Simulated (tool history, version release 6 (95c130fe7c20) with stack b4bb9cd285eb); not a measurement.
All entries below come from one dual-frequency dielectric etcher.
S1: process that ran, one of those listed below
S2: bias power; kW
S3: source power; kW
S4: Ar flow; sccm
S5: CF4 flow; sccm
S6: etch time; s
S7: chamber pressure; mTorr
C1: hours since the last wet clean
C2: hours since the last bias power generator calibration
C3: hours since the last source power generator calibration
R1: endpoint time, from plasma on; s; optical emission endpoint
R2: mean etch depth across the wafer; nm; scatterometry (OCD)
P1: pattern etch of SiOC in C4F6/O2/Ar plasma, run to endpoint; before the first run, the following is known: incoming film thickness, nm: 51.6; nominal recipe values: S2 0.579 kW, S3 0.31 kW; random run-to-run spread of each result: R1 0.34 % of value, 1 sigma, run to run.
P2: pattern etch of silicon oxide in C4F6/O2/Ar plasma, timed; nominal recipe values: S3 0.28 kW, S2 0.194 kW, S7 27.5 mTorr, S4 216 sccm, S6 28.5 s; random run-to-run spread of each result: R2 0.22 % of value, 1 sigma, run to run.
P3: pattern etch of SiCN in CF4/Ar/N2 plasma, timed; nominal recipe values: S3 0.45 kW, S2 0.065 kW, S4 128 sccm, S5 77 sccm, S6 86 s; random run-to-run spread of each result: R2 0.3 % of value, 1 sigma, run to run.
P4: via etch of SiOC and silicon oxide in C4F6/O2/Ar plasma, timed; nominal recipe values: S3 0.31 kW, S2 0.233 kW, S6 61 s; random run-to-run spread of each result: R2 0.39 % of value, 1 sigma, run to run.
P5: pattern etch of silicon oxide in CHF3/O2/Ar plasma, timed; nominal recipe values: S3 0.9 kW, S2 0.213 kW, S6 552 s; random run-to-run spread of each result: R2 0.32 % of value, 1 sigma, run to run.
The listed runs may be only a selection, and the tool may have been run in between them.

Run 1, hour 4.2: S1 P1, S2 0.579 kW, S3 0.31 kW; C1 142.8; C2 382.2; C3 719.6. Result: R1 17.729 s.
Run 2, hour 7.3: S1 P1, S2 0.579 kW, S3 0.31 kW; C1 145.9; C2 385.3; C3 722.7. Result: R1 17.701 s.
Run 3, hour 11.6: S1 P3, S2 0.065 kW, S3 0.45 kW, S4 128 sccm, S5 77 sccm, S6 86 s; C1 150.2; C2 389.6; C3 727. Result: R2 70.919 nm.
Run 4, hour 13.9: S1 P3, S2 0.065 kW, S3 0.27 kW, S4 128 sccm, S5 77 sccm, S6 86 s; C1 152.5; C2 391.9; C3 729.3. Result: R2 45.665 nm.
Run 5, hour 16.4: S1 P2, S2 0.194 kW, S3 0.28 kW, S4 134 sccm, S6 28.5 s, S7 27.5 mTorr; C1 155; C2 394.4; C3 731.8. Result: R2 86.898 nm.
Run 6, hour 20.4: S1 P3, S2 0.089 kW, S3 0.45 kW, S4 128 sccm, S5 77 sccm, S6 86 s; C1 159; C2 398.4; C3 735.8. Result: R2 79.668 nm.
Run 7, hour 23.5: S1 P2, S2 0.194 kW, S3 0.28 kW, S4 216 sccm, S6 28.5 s, S7 27.5 mTorr; C1 162.1; C2 401.5; C3 738.9. Result: R2 82.271 nm.
Run 8, hour 28.3: S1 P1, S2 0.579 kW, S3 0.31 kW; C1 166.9; C2 406.3; C3 743.7. Result: R1 17.674 s.
Run 9, hour 30.7: S1 P5, S2 0.213 kW, S3 1.2 kW, S6 552 s; C1 169.3; C2 408.7; C3 746.1. Result: R2 1466.8 nm.
Run 10, hour 35.9: S1 P3, S2 0.065 kW, S3 0.45 kW, S4 128 sccm, S5 77 sccm, S6 86 s; C1 174.5; C2 413.9; C3 751.3. Result: R2 70.808 nm.
Run 11, hour 39: S1 P3, S2 0.065 kW, S3 0.45 kW, S4 98 sccm, S5 77 sccm, S6 86 s; C1 177.6; C2 417; C3 754.4. Result: R2 74.184 nm.
Run 12, hour 43.3: S1 P1, S2 0.378 kW, S3 0.41 kW; C1 181.9; C2 421.3; C3 758.7. Result: R1 18.74 s.
Run 13, hour 47.5: S1 P4, S2 0.233 kW, S3 0.31 kW, S6 90 s; C1 186.1; C2 425.5; C3 762.9. Result: R2 97.844 nm.
Run 14, hour 51.4: S1 P3, S2 0.065 kW, S3 0.45 kW, S4 128 sccm, S5 48 sccm, S6 86 s; C1 190; C2 429.4; C3 766.8. Result: R2 65.876 nm.
Run 15, hour 54: S1 P1, S2 0.579 kW, S3 0.31 kW; C1 192.6; C2 432; C3 769.4. Result: R1 17.684 s.
Run 16, hour 58.8: S1 P1, S2 0.703 kW, S3 0.42 kW; C1 197.4; C2 436.8; C3 774.2. Result: R1 14.65 s.
Run 17, hour 63.1: S1 P1, S2 0.579 kW, S3 0.44 kW; C1 201.7; C2 441.1; C3 778.5. Result: R1 15.643 s.
Run 18, hour 67.7: S1 P2, S2 0.194 kW, S3 0.36 kW, S4 216 sccm, S6 28.5 s, S7 27.5 mTorr; C1 206.3; C2 445.7; C3 783.1. Result: R2 90.913 nm.
Run 19, hour 70.3: S1 P5, S2 0.213 kW, S3 0.9 kW, S6 552 s; C1 208.9; C2 448.3; C3 785.7. Result: R2 1313.6 nm.
Run 20, hour 75.4: S1 P1, S2 0.579 kW, S3 0.25 kW; C1 214; C2 453.4; C3 790.8. Result: R1 19.11 s.
Run 21, hour 78.2: S1 P2, S2 0.194 kW, S3 0.28 kW, S4 216 sccm, S6 28.5 s, S7 35.5 mTorr; C1 216.8; C2 456.2; C3 793.6. Result: R2 80.091 nm.
Run 22, hour 83.1: S1 P2, S2 0.115 kW, S3 0.28 kW, S4 216 sccm, S6 28.5 s, S7 27.5 mTorr; C1 221.7; C2 461.1; C3 798.5. Result: R2 70.297 nm.
Run 23, hour 85.9: S1 P4, S2 0.144 kW, S3 0.31 kW, S6 61 s; C1 224.5; C2 463.9; C3 801.3. Result: R2 56.727 nm.
Run 24, hour 88.8: S1 P2, S2 0.194 kW, S3 0.28 kW, S4 216 sccm, S6 28.5 s, S7 27.5 mTorr; C1 227.4; C2 466.8; C3 804.2. Result: R2 82.536 nm.
Run 25, hour 92: S1 P5, S2 0.154 kW, S3 0.9 kW, S6 552 s; C1 230.6; C2 470; C3 807.4. Result: R2 1184 nm.

The next listed run, before its measurement:
Run 26, hour 96.3: S1 P5, S2 0.213 kW, S3 0.9 kW, S6 321 s; C1 234.9; C2 474.3; C3 811.7. Result: R2 ?.

R2: 764.83 nm
